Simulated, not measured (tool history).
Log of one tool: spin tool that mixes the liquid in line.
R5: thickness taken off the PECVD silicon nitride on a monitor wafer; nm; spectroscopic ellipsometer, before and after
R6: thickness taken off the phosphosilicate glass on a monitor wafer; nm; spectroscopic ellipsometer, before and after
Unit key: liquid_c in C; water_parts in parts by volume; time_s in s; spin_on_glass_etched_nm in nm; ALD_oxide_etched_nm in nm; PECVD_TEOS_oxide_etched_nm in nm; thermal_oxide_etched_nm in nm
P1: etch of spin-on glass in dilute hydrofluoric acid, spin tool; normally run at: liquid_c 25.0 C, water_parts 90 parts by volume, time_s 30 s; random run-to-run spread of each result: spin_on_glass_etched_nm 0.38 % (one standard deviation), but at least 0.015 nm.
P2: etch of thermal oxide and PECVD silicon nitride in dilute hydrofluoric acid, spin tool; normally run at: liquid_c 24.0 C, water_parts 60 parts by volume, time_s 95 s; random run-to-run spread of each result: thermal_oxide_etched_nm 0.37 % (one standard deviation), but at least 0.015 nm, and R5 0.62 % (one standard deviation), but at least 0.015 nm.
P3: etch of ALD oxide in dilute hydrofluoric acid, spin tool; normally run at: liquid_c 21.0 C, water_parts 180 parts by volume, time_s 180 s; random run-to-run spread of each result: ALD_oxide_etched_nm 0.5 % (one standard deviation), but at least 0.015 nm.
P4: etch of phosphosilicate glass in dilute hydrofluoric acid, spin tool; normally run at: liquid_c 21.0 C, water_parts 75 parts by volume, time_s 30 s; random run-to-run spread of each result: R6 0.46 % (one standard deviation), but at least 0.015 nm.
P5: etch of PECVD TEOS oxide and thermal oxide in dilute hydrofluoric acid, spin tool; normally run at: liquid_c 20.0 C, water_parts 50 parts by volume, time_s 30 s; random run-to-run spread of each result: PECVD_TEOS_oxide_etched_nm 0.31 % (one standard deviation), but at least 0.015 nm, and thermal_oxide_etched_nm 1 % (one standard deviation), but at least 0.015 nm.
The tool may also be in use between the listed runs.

run 1 hour=7.3 | process=P1 liquid_c=25.0 water_parts=90 time_s=30 | spin_on_glass_etched_nm=12.0930
run 2 hour=11.1 | process=P3 liquid_c=17.0 water_parts=180 time_s=180 | ALD_oxide_etched_nm=7.2713
run 3 hour=17.2 | process=P1 liquid_c=25.0 water_parts=90 time_s=30 | spin_on_glass_etched_nm=12.1470
run 4 hour=23.7 | process=P3 liquid_c=21.0 water_parts=245 time_s=180 | ALD_oxide_etched_nm=5.8025
run 5 hour=28.9 | process=P5 liquid_c=20.0 water_parts=90 time_s=30 | PECVD_TEOS_oxide_etched_nm=5.6162 thermal_oxide_etched_nm=1.3724
run 6 hour=34.2 | process=P2 liquid_c=24.0 water_parts=60 time_s=45 | thermal_oxide_etched_nm=3.7199 R5=2.3838
run 7 hour=41.0 | process=P2 liquid_c=24.0 water_parts=60 time_s=95 | thermal_oxide_etched_nm=7.8572 R5=5.0889
run 8 hour=45.3 | process=P1 liquid_c=33.0 water_parts=90 time_s=15 | spin_on_glass_etched_nm=8.1823
run 9 hour=50.7 | process=P4 liquid_c=21.0 water_parts=75 time_s=30 | R6=55.352
run 10 hour=55.2 | process=P3 liquid_c=21.0 water_parts=180 time_s=180 | ALD_oxide_etched_nm=8.4396
run 11 hour=60.4 | process=P4 liquid_c=21.0 water_parts=135 time_s=30 | R6=28.627
run 12 hour=64.1 | process=P2 liquid_c=30.0 water_parts=60 time_s=95 | thermal_oxide_etched_nm=9.8973 R5=7.4084
run 13 hour=70.8 | process=P1 liquid_c=25.0 water_parts=90 time_s=30 | spin_on_glass_etched_nm=12.0350
run 14 hour=78.2 | process=P3 liquid_c=21.0 water_parts=180 time_s=260 | ALD_oxide_etched_nm=12.2380
run 15 hour=82.8 | process=P4 liquid_c=17.0 water_parts=75 time_s=30 | R6=46.746
run 16 hour=90.0 | process=P1 liquid_c=25.0 water_parts=135 time_s=30 | spin_on_glass_etched_nm=7.5906
run 17 hour=96.4 | process=P1 liquid_c=29.5 water_parts=90 time_s=30 | spin_on_glass_etched_nm=14.2700
run 18 hour=103.7 | process=P1 liquid_c=25.0 water_parts=35 time_s=15 | spin_on_glass_etched_nm=16.8000
run 19 hour=108.5 | process=P5 liquid_c=20.0 water_parts=50 time_s=15 | PECVD_TEOS_oxide_etched_nm=5.3540 thermal_oxide_etched_nm=1.3195
run 20 hour=112.8 | process=P1 liquid_c=25.0 water_parts=90 time_s=30 | spin_on_glass_etched_nm=12.0320
run 21 hour=119.4 | process=P2 liquid_c=24.0 water_parts=60 time_s=95 | thermal_oxide_etched_nm=7.8378 R5=5.0721
run 22 hour=123.0 | process=P1 liquid_c=25.0 water_parts=90 time_s=30 | spin_on_glass_etched_nm=12.1160
run 23 hour=127.2 | process=P1 liquid_c=25.0 water_parts=90 time_s=60 | spin_on_glass_etched_nm=23.9500
run 24 hour=133.7 | process=P2 liquid_c=24.0 water_parts=80 time_s=95 | thermal_oxide_etched_nm=5.7361 R5=3.8005
run 25 hour=137.3 | process=P1 liquid_c=25.0 water_parts=90 time_s=15 | spin_on_glass_etched_nm=6.0207
run 26 hour=141.3 | process=P4 liquid_c=21.0 water_parts=75 time_s=60 | R6=110.970
run 27 hour=144.6 | process=P4 liquid_c=21.0 water_parts=75 time_s=30 | R6=54.931
-- hour=148.0 thermometer replaced
run 28 hour=151.3 | process=P1 liquid_c=25.0 water_parts=25 time_s=30 | spin_on_glass_etched_nm=47.4740
run 29 hour=157.5 | process=P5 liquid_c=20.0 water_parts=50 time_s=30 | PECVD_TEOS_oxide_etched_nm=10.5860 thermal_oxide_etched_nm=2.5907
run 30 hour=161.7 | process=P1 liquid_c=18.0 water_parts=90 time_s=30 | spin_on_glass_etched_nm=9.0606
run 31 hour=168.8 | process=P1 liquid_c=25.0 water_parts=145 time_s=55 | spin_on_glass_etched_nm=12.8190
run 32 hour=175.1 | process=P5 liquid_c=24.0 water_parts=50 time_s=30 | PECVD_TEOS_oxide_etched_nm=12.5460 thermal_oxide_etched_nm=3.0647
run 33 hour=180.2 | process=P1 liquid_c=25.0 water_parts=90 time_s=30 | spin_on_glass_etched_nm=12.1180
run 34 hour=186.9 | process=P1 liquid_c=25.0 water_parts=90 time_s=30 | spin_on_glass_etched_nm=12.0120
run 35 hour=191.0 | process=P1 liquid_c=25.0 water_parts=90 time_s=30 | spin_on_glass_etched_nm=11.8370
run 36 hour=197.3 | process=P1 liquid_c=25.0 water_parts=90 time_s=30 | spin_on_glass_etched_nm=11.5700
run 37 hour=202.2 | process=P1 liquid_c=25.0 water_parts=90 time_s=30 | spin_on_glass_etched_nm=11.4370
run 38 hour=207.9 | process=P1 liquid_c=25.0 water_parts=90 time_s=30 | spin_on_glass_etched_nm=11.3830
run 39 hour=213.9 | process=P1 liquid_c=25.0 water_parts=90 time_s=30 | spin_on_glass_etched_nm=11.2670
run 40 hour=218.8 | process=P1 liquid_c=25.0 water_parts=90 time_s=30 | spin_on_glass_etched_nm=11.3400
run 41 hour=223.0 | process=P1 liquid_c=25.0 water_parts=90 time_s=30 | spin_on_glass_etched_nm=11.3260
run 42 hour=229.9 | process=P1 liquid_c=25.0 water_parts=90 time_s=30 | spin_on_glass_etched_nm=11.3180

Something has made what P1 gives creep away from where it was; the 2 causes below, each at its own stated size, fit the log equally well:
A: liquid colder than its thermometer reads (K) = 1.72
B: hydrofluoric acid flow below the setpoint (%) = 5.94
The gradual shift began around hour 186.9.

Each of the 4 check runs below uses one wafer; its results are left as question marks. Which run tells the causes apart?
run check 1 hour=236.8 | process=P2 liquid_c=24.0 water_parts=60 time_s=95 | thermal_oxide_etched_nm=? R5=?
run check 2 hour=236.8 | process=P4 liquid_c=21.0 water_parts=75 time_s=30 | R6=?
run check 3 hour=236.8 | process=P5 liquid_c=20.0 water_parts=50 time_s=30 | PECVD_TEOS_oxide_etched_nm=? thermal_oxide_etched_nm=?
run check 4 hour=236.8 | process=P3 liquid_c=21.0 water_parts=180 time_s=180 | ALD_oxide_etched_nm=?

Predicted outcomes, by check and by cause:
check=check_1 result=thermal_oxide_etched_nm if_A=7.2941 if_B=7.3272
check=check_1 result=R5 if_A=4.4932 if_B=4.7522
check=check_2 result=R6 if_A=51.376 if_B=51.625
check=check_3 result=PECVD_TEOS_oxide_etched_nm if_A=9.8792 if_B=9.9633
check=check_3 result=thermal_oxide_etched_nm if_A=2.4198 if_B=2.4404
check=check_4 result=ALD_oxide_etched_nm if_A=7.8869 if_B=7.8417
Smallest distance between any two causes, each pair judged by its most separating result, in per cent: check 1 5.6 %; check 2 0.48 %; check 3 0.85 %; check 4 0.57 %
Check 1 distinguishes between the causes, while the remaining checks would return nearly the same result for all of them.

With check 1 done, the readings were: thermal_oxide_etched_nm 7.3400 nm; R5 4.7538 nm. Identify which of the listed causes applies.

B is the cause: hydrofluoric acid flow below the setpoint (%).
